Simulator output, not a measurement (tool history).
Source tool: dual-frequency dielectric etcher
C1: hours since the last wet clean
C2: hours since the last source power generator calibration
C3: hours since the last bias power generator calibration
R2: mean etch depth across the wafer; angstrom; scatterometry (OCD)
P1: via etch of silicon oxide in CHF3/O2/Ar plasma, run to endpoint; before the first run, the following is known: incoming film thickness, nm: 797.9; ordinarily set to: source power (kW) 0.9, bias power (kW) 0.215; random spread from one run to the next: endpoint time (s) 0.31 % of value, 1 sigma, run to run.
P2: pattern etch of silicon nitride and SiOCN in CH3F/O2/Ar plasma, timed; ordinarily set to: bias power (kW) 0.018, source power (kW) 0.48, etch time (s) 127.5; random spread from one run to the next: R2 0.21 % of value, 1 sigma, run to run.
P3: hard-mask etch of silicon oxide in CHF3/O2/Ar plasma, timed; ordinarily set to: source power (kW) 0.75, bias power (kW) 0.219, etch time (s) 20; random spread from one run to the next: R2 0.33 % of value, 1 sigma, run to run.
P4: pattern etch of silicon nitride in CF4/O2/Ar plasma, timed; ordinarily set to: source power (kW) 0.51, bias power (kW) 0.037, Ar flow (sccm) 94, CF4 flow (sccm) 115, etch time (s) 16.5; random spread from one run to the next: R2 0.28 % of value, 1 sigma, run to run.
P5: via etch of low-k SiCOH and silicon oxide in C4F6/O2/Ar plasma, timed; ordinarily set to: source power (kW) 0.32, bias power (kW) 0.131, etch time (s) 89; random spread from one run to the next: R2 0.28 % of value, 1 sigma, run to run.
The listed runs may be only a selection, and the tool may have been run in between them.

{"run": 1, "hour": 12.1, "process that ran": "P1", "source power (kW)": 0.9, "bias power (kW)": 0.215, "C1": 246, "C2": 1281.6, "C3": 3029.5, "endpoint time (s)": 321}
{"run": 2, "hour": 21.4, "process that ran": "P4", "source power (kW)": 0.51, "bias power (kW)": 0.037, "Ar flow (sccm)": 55, "CF4 flow (sccm)": 115, "etch time (s)": 16.5, "C1": 255.3, "C2": 1290.9, "C3": 3038.8, "R2": 313.68}
{"run": 3, "hour": 40.4, "process that ran": "P1", "source power (kW)": 0.65, "bias power (kW)": 0.297, "C1": 274.3, "C2": 1309.9, "C3": 3057.8, "endpoint time (s)": 322.7}
{"run": 4, "hour": 51.9, "process that ran": "P4", "source power (kW)": 0.51, "bias power (kW)": 0.037, "Ar flow (sccm)": 94, "CF4 flow (sccm)": 115, "etch time (s)": 16.5, "C1": 285.8, "C2": 1321.4, "C3": 3069.3, "R2": 296.41}
{"run": 5, "hour": 62.3, "process that ran": "P2", "source power (kW)": 0.48, "bias power (kW)": 0.018, "etch time (s)": 127.5, "C1": 296.2, "C2": 1331.8, "C3": 3079.7, "R2": 163.04}
{"run": 6, "hour": 78.9, "process that ran": "P4", "source power (kW)": 0.51, "bias power (kW)": 0.037, "Ar flow (sccm)": 94, "CF4 flow (sccm)": 115, "etch time (s)": 23, "C1": 312.8, "C2": 1348.4, "C3": 3096.3, "R2": 411.06}
{"run": 7, "hour": 91.3, "process that ran": "P1", "source power (kW)": 0.9, "bias power (kW)": 0.161, "C1": 325.2, "C2": 1360.8, "C3": 3108.7, "endpoint time (s)": 353.71}
{"run": 8, "hour": 105.5, "process that ran": "P1", "source power (kW)": 0.9, "bias power (kW)": 0.215, "C1": 339.4, "C2": 1375, "C3": 3122.9, "endpoint time (s)": 319.27}
{"run": 9, "hour": 119.9, "process that ran": "P5", "source power (kW)": 0.32, "bias power (kW)": 0.131, "etch time (s)": 56, "C1": 353.8, "C2": 1389.4, "C3": 3137.3, "R2": 1280.7}
{"run": 10, "hour": 135.0, "process that ran": "P1", "source power (kW)": 0.7, "bias power (kW)": 0.287, "C1": 368.9, "C2": 1404.5, "C3": 3152.4, "endpoint time (s)": 318.35}
{"run": 11, "hour": 154.2, "process that ran": "P3", "source power (kW)": 0.75, "bias power (kW)": 0.274, "etch time (s)": 20, "C1": 388.1, "C2": 1423.7, "C3": 3171.6, "R2": 508.12}
{"run": 12, "hour": 162.5, "process that ran": "P1", "source power (kW)": 0.9, "bias power (kW)": 0.215, "C1": 396.4, "C2": 1432, "C3": 3179.9, "endpoint time (s)": 318.85}
{"run": 13, "hour": 177.3, "process that ran": "P3", "source power (kW)": 0.75, "bias power (kW)": 0.219, "etch time (s)": 20, "C1": 411.2, "C2": 1446.8, "C3": 3194.7, "R2": 467.93}
{"run": 14, "hour": 191.7, "process that ran": "P1", "source power (kW)": 0.9, "bias power (kW)": 0.215, "C1": 425.6, "C2": 1461.2, "C3": 3209.1, "endpoint time (s)": 320.75}
{"run": 15, "hour": 204.3, "process that ran": "P5", "source power (kW)": 0.32, "bias power (kW)": 0.131, "etch time (s)": 89, "C1": 438.2, "C2": 1473.8, "C3": 3221.7, "R2": 2025.4}
{"run": 16, "hour": 218.4, "process that ran": "P5", "source power (kW)": 0.19, "bias power (kW)": 0.131, "etch time (s)": 89, "C1": 452.3, "C2": 1487.9, "C3": 3235.8, "R2": 1654.1}
{"run": 17, "hour": 232.7, "process that ran": "P2", "source power (kW)": 0.48, "bias power (kW)": 0.018, "etch time (s)": 99.5, "C1": 466.6, "C2": 1502.2, "C3": 3250.1, "R2": 126.98}
{"run": 18, "hour": 242.3, "process that ran": "P1", "source power (kW)": 1.09, "bias power (kW)": 0.215, "C1": 476.2, "C2": 1511.8, "C3": 3259.7, "endpoint time (s)": 298.78}
{"run": 19, "hour": 256.3, "process that ran": "P5", "source power (kW)": 0.32, "bias power (kW)": 0.18, "etch time (s)": 89, "C1": 490.2, "C2": 1525.8, "C3": 3273.7, "R2": 2249.8}
{"run": 20, "hour": 274.1, "process that ran": "P4", "source power (kW)": 0.51, "bias power (kW)": 0.037, "Ar flow (sccm)": 94, "CF4 flow (sccm)": 153, "etch time (s)": 16.5, "C1": 508, "C2": 1543.6, "C3": 3291.5, "R2": 305.55}
{"run": 21, "hour": 290.7, "process that ran": "P3", "source power (kW)": 0.6, "bias power (kW)": 0.219, "etch time (s)": 20, "C1": 524.6, "C2": 1560.2, "C3": 3308.1, "R2": 432.36}
{"run": 22, "hour": 303.1, "process that ran": "P1", "source power (kW)": 0.9, "bias power (kW)": 0.215, "C1": 537, "C2": 1572.6, "C3": 3320.5, "endpoint time (s)": 319.86}
{"run": 23, "hour": 321.6, "process that ran": "P1", "source power (kW)": 0.64, "bias power (kW)": 0.215, "C1": 555.5, "C2": 1591.1, "C3": 3339, "endpoint time (s)": 364.59}
{"run": 24, "hour": 335.7, "process that ran": "P1", "source power (kW)": 0.9, "bias power (kW)": 0.29, "C1": 569.6, "C2": 1605.2, "C3": 3353.1, "endpoint time (s)": 289.91}
{"run": 25, "hour": 353.4, "process that ran": "P2", "source power (kW)": 0.48, "bias power (kW)": 0.014, "etch time (s)": 127.5, "C1": 587.3, "C2": 1622.9, "C3": 3370.8, "R2": 147.3}
{"run": 26, "hour": 367.8, "process that ran": "P4", "source power (kW)": 0.66, "bias power (kW)": 0.037, "Ar flow (sccm)": 94, "CF4 flow (sccm)": 115, "etch time (s)": 16.5, "C1": 601.7, "C2": 1637.3, "C3": 3385.2, "R2": 370.18}
{"run": 27, "hour": 380.8, "process that ran": "P3", "source power (kW)": 0.75, "bias power (kW)": 0.219, "etch time (s)": 20, "C1": 614.7, "C2": 1650.3, "C3": 3398.2, "R2": 472.73}
{"run": 28, "hour": 393.2, "process that ran": "P1", "source power (kW)": 0.9, "bias power (kW)": 0.215, "C1": 627.1, "C2": 1662.7, "C3": 3410.6, "endpoint time (s)": 319.84}
{"run": 29, "hour": 409.5, "process that ran": "P3", "source power (kW)": 0.75, "bias power (kW)": 0.219, "etch time (s)": 15.5, "C1": 643.4, "C2": 1679, "C3": 3426.9, "R2": 364.87}
{"run": 30, "hour": 428.6, "process that ran": "P2", "source power (kW)": 0.31, "bias power (kW)": 0.018, "etch time (s)": 127.5, "C1": 662.5, "C2": 1698.1, "C3": 3446, "R2": 139.49}
{"run": 31, "hour": 445.6, "process that ran": "P4", "source power (kW)": 0.51, "bias power (kW)": 0.037, "Ar flow (sccm)": 94, "CF4 flow (sccm)": 115, "etch time (s)": 16.5, "C1": 679.5, "C2": 1715.1, "C3": 3463, "R2": 295.93}
{"run": 32, "hour": 463.3, "process that ran": "P4", "source power (kW)": 0.51, "bias power (kW)": 0.026, "Ar flow (sccm)": 94, "CF4 flow (sccm)": 115, "etch time (s)": 16.5, "C1": 697.2, "C2": 1732.8, "C3": 3480.7, "R2": 263.99}
{"run": 33, "hour": 477.5, "process that ran": "P1", "source power (kW)": 0.9, "bias power (kW)": 0.215, "C1": 711.4, "C2": 1747, "C3": 3494.9, "endpoint time (s)": 319.89}
{"run": 34, "hour": 488.0, "process that ran": "P1", "source power (kW)": 0.9, "bias power (kW)": 0.215, "C1": 721.9, "C2": 1757.5, "C3": 3505.4, "endpoint time (s)": 316.68}
{"run": 35, "hour": 505.2, "process that ran": "P1", "source power (kW)": 0.9, "bias power (kW)": 0.215, "C1": 739.1, "C2": 1774.7, "C3": 3522.6, "endpoint time (s)": 316.72}
{"run": 36, "hour": 523.2, "process that ran": "P1", "source power (kW)": 0.9, "bias power (kW)": 0.215, "C1": 757.1, "C2": 1792.7, "C3": 3540.6, "endpoint time (s)": 315.87}
{"run": 37, "hour": 539.6, "process that ran": "P1", "source power (kW)": 0.9, "bias power (kW)": 0.215, "C1": 773.5, "C2": 1809.1, "C3": 3557, "endpoint time (s)": 315.23}
{"run": 38, "hour": 551.7, "process that ran": "P1", "source power (kW)": 0.9, "bias power (kW)": 0.215, "C1": 785.6, "C2": 1821.2, "C3": 3569.1, "endpoint time (s)": 314.81}
{"hour": 557.1, "done": "wet clean of the chamber"}
{"run": 39, "hour": 564.9, "process that ran": "P1", "source power (kW)": 0.9, "bias power (kW)": 0.215, "C1": 7.9, "C2": 1834.4, "C3": 3582.3, "endpoint time (s)": 315.16}
{"run": 40, "hour": 584.0, "process that ran": "P1", "source power (kW)": 0.9, "bias power (kW)": 0.215, "C1": 27, "C2": 1853.5, "C3": 3601.4, "endpoint time (s)": 315.39}

The output of P1 has drifted from where it used to be. Each of the 2 causes below, taken at the size shown beside it, accounts for the log equally well:
A: source power that arrives over what is set, % = 4.08
B: bias power that arrives over what is set, % = 4.59
The gradual shift began around hour 477.5.
Why every other cause is out:
chamber walls in a state that raises the etch rate, %: its service at hour 557.1 followed the start of the drift and did not put the process back to its old value

Listed below are the offered check runs, one wafer per run, with question marks in place of results. For which of them would the causes give clearly different outcomes?
{"run": "check 1", "hour": 603.1, "process that ran": "P5", "source power (kW)": 0.2, "bias power (kW)": 0.131, "etch time (s)": 89, "R2": "?"}
{"run": "check 2", "hour": 603.1, "process that ran": "P3", "source power (kW)": 0.75, "bias power (kW)": 0.27, "etch time (s)": 20, "R2": "?"}
{"run": "check 3", "hour": 603.1, "process that ran": "P4", "source power (kW)": 0.51, "bias power (kW)": 0.037, "Ar flow (sccm)": 94, "CF4 flow (sccm)": 136, "etch time (s)": 22.5, "R2": "?"}
{"run": "check 4", "hour": 603.1, "process that ran": "P2", "source power (kW)": 0.38, "bias power (kW)": 0.018, "etch time (s)": 127.5, "R2": "?"}

What every check run would give for each of its results, assuming each possible cause in turn:
check=check_1 result=R2 if_A=1713.1 if_B=1710.3
check=check_2 result=R2 if_A=515 if_B=515.55
check=check_3 result=R2 if_A=426.3 if_B=417.7
check=check_4 result=R2 if_A=152.32 if_B=153.1
Minimum pairwise separation of causes per check, each pair taken at its best-separating result: check 1 0.16 %; check 2 0.11 %; check 3 2.04 %; check 4 0.51 %
The causes can be told apart only by check 3. The other checks would give nearly the same results under each of them.

Then check 3 was run and gave: R2 418.22 angstrom. Which cause is it?

It is B: bias power that arrives over what is set, %.
